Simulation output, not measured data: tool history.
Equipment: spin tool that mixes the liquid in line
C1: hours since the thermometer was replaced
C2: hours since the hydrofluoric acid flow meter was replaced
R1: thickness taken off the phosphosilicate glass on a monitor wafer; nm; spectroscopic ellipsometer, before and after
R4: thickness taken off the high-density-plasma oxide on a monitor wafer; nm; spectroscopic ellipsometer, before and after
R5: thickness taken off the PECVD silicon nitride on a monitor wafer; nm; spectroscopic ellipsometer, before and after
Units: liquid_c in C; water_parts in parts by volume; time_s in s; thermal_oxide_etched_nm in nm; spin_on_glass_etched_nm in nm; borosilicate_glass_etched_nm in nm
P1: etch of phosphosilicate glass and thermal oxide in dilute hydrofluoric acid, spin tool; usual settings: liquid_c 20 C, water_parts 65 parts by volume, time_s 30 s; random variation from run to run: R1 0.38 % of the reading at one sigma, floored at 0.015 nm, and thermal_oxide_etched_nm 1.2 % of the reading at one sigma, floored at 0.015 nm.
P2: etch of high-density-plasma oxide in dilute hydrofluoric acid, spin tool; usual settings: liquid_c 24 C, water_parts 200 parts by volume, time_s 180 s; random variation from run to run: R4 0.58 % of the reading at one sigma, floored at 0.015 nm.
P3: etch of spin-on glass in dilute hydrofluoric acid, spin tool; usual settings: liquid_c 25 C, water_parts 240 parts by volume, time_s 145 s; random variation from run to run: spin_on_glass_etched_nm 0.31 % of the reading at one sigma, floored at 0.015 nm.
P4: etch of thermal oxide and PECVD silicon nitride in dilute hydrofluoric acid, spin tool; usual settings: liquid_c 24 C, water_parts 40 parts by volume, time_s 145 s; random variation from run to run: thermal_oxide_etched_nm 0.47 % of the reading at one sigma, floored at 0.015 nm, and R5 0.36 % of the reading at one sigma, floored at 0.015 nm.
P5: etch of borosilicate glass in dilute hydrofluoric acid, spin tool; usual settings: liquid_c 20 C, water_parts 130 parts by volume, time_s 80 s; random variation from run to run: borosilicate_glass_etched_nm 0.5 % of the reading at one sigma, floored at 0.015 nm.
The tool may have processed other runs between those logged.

{"run": 1, "hour": 5.7, "process": "P1", "liquid_c": 20, "water_parts": 65, "time_s": 30, "C1": 1113.4, "C2": 442.8, "R1": 25.165, "thermal_oxide_etched_nm": 1.9298}
{"run": 2, "hour": 10.8, "process": "P1", "liquid_c": 26.5, "water_parts": 105, "time_s": 30, "C1": 1118.5, "C2": 447.9, "R1": 19.397, "thermal_oxide_etched_nm": 1.4981}
{"run": 3, "hour": 17.7, "process": "P3", "liquid_c": 25, "water_parts": 50, "time_s": 145, "C1": 1125.4, "C2": 454.8, "spin_on_glass_etched_nm": 128.95}
{"run": 4, "hour": 25.0, "process": "P2", "liquid_c": 24, "water_parts": 200, "time_s": 180, "C1": 1132.7, "C2": 462.1, "R4": 4.1419}
{"run": 5, "hour": 30.5, "process": "P1", "liquid_c": 27.5, "water_parts": 65, "time_s": 60, "C1": 1138.2, "C2": 467.6, "R1": 69.144, "thermal_oxide_etched_nm": 5.3351}
{"run": 6, "hour": 40.3, "process": "P1", "liquid_c": 20, "water_parts": 65, "time_s": 55, "C1": 1148, "C2": 477.4, "R1": 46.366, "thermal_oxide_etched_nm": 3.6109}
{"run": 7, "hour": 51.3, "process": "P1", "liquid_c": 17, "water_parts": 65, "time_s": 30, "C1": 1159, "C2": 488.4, "R1": 22.176, "thermal_oxide_etched_nm": 1.7098}
{"run": 8, "hour": 59.7, "process": "P1", "liquid_c": 20, "water_parts": 65, "time_s": 30, "C1": 1167.4, "C2": 496.8, "R1": 25.428, "thermal_oxide_etched_nm": 1.9719}
{"run": 9, "hour": 70.6, "process": "P4", "liquid_c": 24, "water_parts": 70, "time_s": 145, "C1": 1178.3, "C2": 507.7, "thermal_oxide_etched_nm": 9.7903, "R5": 11.891}
{"run": 10, "hour": 76.1, "process": "P1", "liquid_c": 20, "water_parts": 65, "time_s": 30, "C1": 1183.8, "C2": 513.2, "R1": 25.369, "thermal_oxide_etched_nm": 2.0376}
{"run": 11, "hour": 85.9, "process": "P5", "liquid_c": 20, "water_parts": 130, "time_s": 80, "C1": 1193.6, "C2": 523, "borosilicate_glass_etched_nm": 14.459}
{"run": 12, "hour": 93.5, "process": "P1", "liquid_c": 26.5, "water_parts": 65, "time_s": 30, "C1": 1201.2, "C2": 530.6, "R1": 33.09, "thermal_oxide_etched_nm": 2.5502}
{"run": 13, "hour": 103.5, "process": "P1", "liquid_c": 20, "water_parts": 20, "time_s": 30, "C1": 1211.2, "C2": 540.6, "R1": 86.801, "thermal_oxide_etched_nm": 6.717}
{"run": 14, "hour": 108.4, "process": "P1", "liquid_c": 20, "water_parts": 110, "time_s": 30, "C1": 1216.1, "C2": 545.5, "R1": 14.322, "thermal_oxide_etched_nm": 1.0913}
{"run": 15, "hour": 115.2, "process": "P2", "liquid_c": 17, "water_parts": 200, "time_s": 180, "C1": 1222.9, "C2": 552.3, "R4": 3.1323}
{"run": 16, "hour": 125.1, "process": "P3", "liquid_c": 25, "water_parts": 240, "time_s": 40, "C1": 1232.8, "C2": 562.2, "spin_on_glass_etched_nm": 5.9026}
{"run": 17, "hour": 134.8, "process": "P5", "liquid_c": 27, "water_parts": 130, "time_s": 80, "C1": 1242.5, "C2": 571.9, "borosilicate_glass_etched_nm": 19.066}
{"run": 18, "hour": 143.5, "process": "P3", "liquid_c": 25, "water_parts": 240, "time_s": 145, "C1": 1251.2, "C2": 580.6, "spin_on_glass_etched_nm": 21.331}
{"run": 19, "hour": 154.2, "process": "P4", "liquid_c": 24, "water_parts": 40, "time_s": 145, "C1": 1261.9, "C2": 591.3, "thermal_oxide_etched_nm": 18.039, "R5": 20.529}
{"run": 20, "hour": 165.1, "process": "P2", "liquid_c": 24, "water_parts": 200, "time_s": 365, "C1": 1272.8, "C2": 602.2, "R4": 8.3369}
{"run": 21, "hour": 174.9, "process": "P4", "liquid_c": 24, "water_parts": 40, "time_s": 145, "C1": 1282.6, "C2": 612, "thermal_oxide_etched_nm": 18.102, "R5": 20.693}
{"run": 22, "hour": 185.5, "process": "P1", "liquid_c": 20, "water_parts": 65, "time_s": 15, "C1": 1293.2, "C2": 622.6, "R1": 12.6, "thermal_oxide_etched_nm": 0.99935}
{"run": 23, "hour": 191.6, "process": "P3", "liquid_c": 17, "water_parts": 240, "time_s": 145, "C1": 1299.3, "C2": 628.7, "spin_on_glass_etched_nm": 15.748}
{"run": 24, "hour": 202.7, "process": "P4", "liquid_c": 32, "water_parts": 40, "time_s": 145, "C1": 1310.4, "C2": 639.8, "thermal_oxide_etched_nm": 24.855, "R5": 34.788}
{"run": 25, "hour": 208.3, "process": "P3", "liquid_c": 25, "water_parts": 240, "time_s": 145, "C1": 1316, "C2": 645.4, "spin_on_glass_etched_nm": 21.442}
{"run": 26, "hour": 215.8, "process": "P1", "liquid_c": 20, "water_parts": 65, "time_s": 30, "C1": 1323.5, "C2": 652.9, "R1": 25.373, "thermal_oxide_etched_nm": 1.9764}
{"run": 27, "hour": 226.0, "process": "P5", "liquid_c": 20, "water_parts": 75, "time_s": 80, "C1": 1333.7, "C2": 663.1, "borosilicate_glass_etched_nm": 26.659}
{"run": 28, "hour": 235.5, "process": "P5", "liquid_c": 20, "water_parts": 130, "time_s": 15, "C1": 1343.2, "C2": 672.6, "borosilicate_glass_etched_nm": 2.6831}
{"run": 29, "hour": 243.0, "process": "P1", "liquid_c": 20, "water_parts": 65, "time_s": 30, "C1": 1350.7, "C2": 680.1, "R1": 25.333, "thermal_oxide_etched_nm": 1.9634}
{"run": 30, "hour": 253.2, "process": "P2", "liquid_c": 24, "water_parts": 340, "time_s": 180, "C1": 1360.9, "C2": 690.3, "R4": 2.1107}
{"run": 31, "hour": 264.7, "process": "P4", "liquid_c": 24, "water_parts": 40, "time_s": 15, "C1": 1372.4, "C2": 701.8, "thermal_oxide_etched_nm": 1.8321, "R5": 2.1075}
{"run": 32, "hour": 276.3, "process": "P1", "liquid_c": 20, "water_parts": 65, "time_s": 30, "C1": 1384, "C2": 713.4, "R1": 25.475, "thermal_oxide_etched_nm": 1.9703}
{"run": 33, "hour": 282.6, "process": "P1", "liquid_c": 20, "water_parts": 65, "time_s": 30, "C1": 1390.3, "C2": 719.7, "R1": 24.802, "thermal_oxide_etched_nm": 1.8739}
{"run": 34, "hour": 290.7, "process": "P1", "liquid_c": 20, "water_parts": 65, "time_s": 30, "C1": 1398.4, "C2": 727.8, "R1": 24.282, "thermal_oxide_etched_nm": 1.8978}
{"run": 35, "hour": 298.5, "process": "P1", "liquid_c": 20, "water_parts": 65, "time_s": 30, "C1": 1406.2, "C2": 735.6, "R1": 23.993, "thermal_oxide_etched_nm": 1.8798}
{"run": 36, "hour": 304.6, "process": "P1", "liquid_c": 20, "water_parts": 65, "time_s": 30, "C1": 1412.3, "C2": 741.7, "R1": 23.7, "thermal_oxide_etched_nm": 1.8932}
{"run": 37, "hour": 315.4, "process": "P1", "liquid_c": 20, "water_parts": 65, "time_s": 30, "C1": 1423.1, "C2": 752.5, "R1": 23.673, "thermal_oxide_etched_nm": 1.8358}
{"run": 38, "hour": 322.6, "process": "P1", "liquid_c": 20, "water_parts": 65, "time_s": 30, "C1": 1430.3, "C2": 759.7, "R1": 23.524, "thermal_oxide_etched_nm": 1.8263}
{"run": 39, "hour": 327.8, "process": "P1", "liquid_c": 20, "water_parts": 65, "time_s": 30, "C1": 1435.5, "C2": 764.9, "R1": 23.471, "thermal_oxide_etched_nm": 1.8245}
{"run": 40, "hour": 339.1, "process": "P1", "liquid_c": 20, "water_parts": 65, "time_s": 30, "C1": 1446.8, "C2": 776.2, "R1": 23.508, "thermal_oxide_etched_nm": 1.7896}
{"run": 41, "hour": 347.0, "process": "P1", "liquid_c": 20, "water_parts": 65, "time_s": 30, "C1": 1454.7, "C2": 784.1, "R1": 23.45, "thermal_oxide_etched_nm": 1.8026}

Compared with where it was, what P1 gives has crept away. Each cause listed below fits the log as well as the rest, at the size given for it:
A: liquid colder than its thermometer reads (K) = 1.92
B: hydrofluoric acid flow below the setpoint (%) = 7.23
Onset of the creep was near hour 276.3.

Below are 4 check runs, each on a single wafer, with their results shown as question marks. Which of them would tell the listed causes apart, meaning the causes would give clearly different results under it?
{"run": "check 1", "hour": 354.9, "process": "P3", "liquid_c": 20, "water_parts": 55, "time_s": 145, "spin_on_glass_etched_nm": "?"}
{"run": "check 2", "hour": 354.9, "process": "P5", "liquid_c": 20, "water_parts": 80, "time_s": 15, "borosilicate_glass_etched_nm": "?"}
{"run": "check 3", "hour": 354.9, "process": "P4", "liquid_c": 31.5, "water_parts": 40, "time_s": 60, "thermal_oxide_etched_nm": "?", "R5": "?"}
{"run": "check 4", "hour": 354.9, "process": "P2", "liquid_c": 19.5, "water_parts": 200, "time_s": 355, "R4": "?"}

What every check run would give for each of its results, assuming each possible cause in turn:
check=check_1 result=spin_on_glass_etched_nm if_A=86.671 if_B=86.817
check=check_2 result=borosilicate_glass_etched_nm if_A=4.299 if_B=4.2923
check=check_3 result=thermal_oxide_etched_nm if_A=9.3359 if_B=9.295
check=check_3 result=R5 if_A=12.361 if_B=12.994
check=check_4 result=R4 if_A=6.3435 if_B=6.2507
Smallest distance between any two causes, each pair judged by its most separating result, in per cent: check 1 0.17 %; check 2 0.16 %; check 3 5 %; check 4 1.47 %
Check 3 distinguishes between the causes, while the remaining checks would return nearly the same result for all of them.

Check 3 has now been run. It gave: thermal_oxide_etched_nm 9.3534 nm; R5 13.009 nm. Which of the candidate causes is it?

It is B: hydrofluoric acid flow below the setpoint (%).
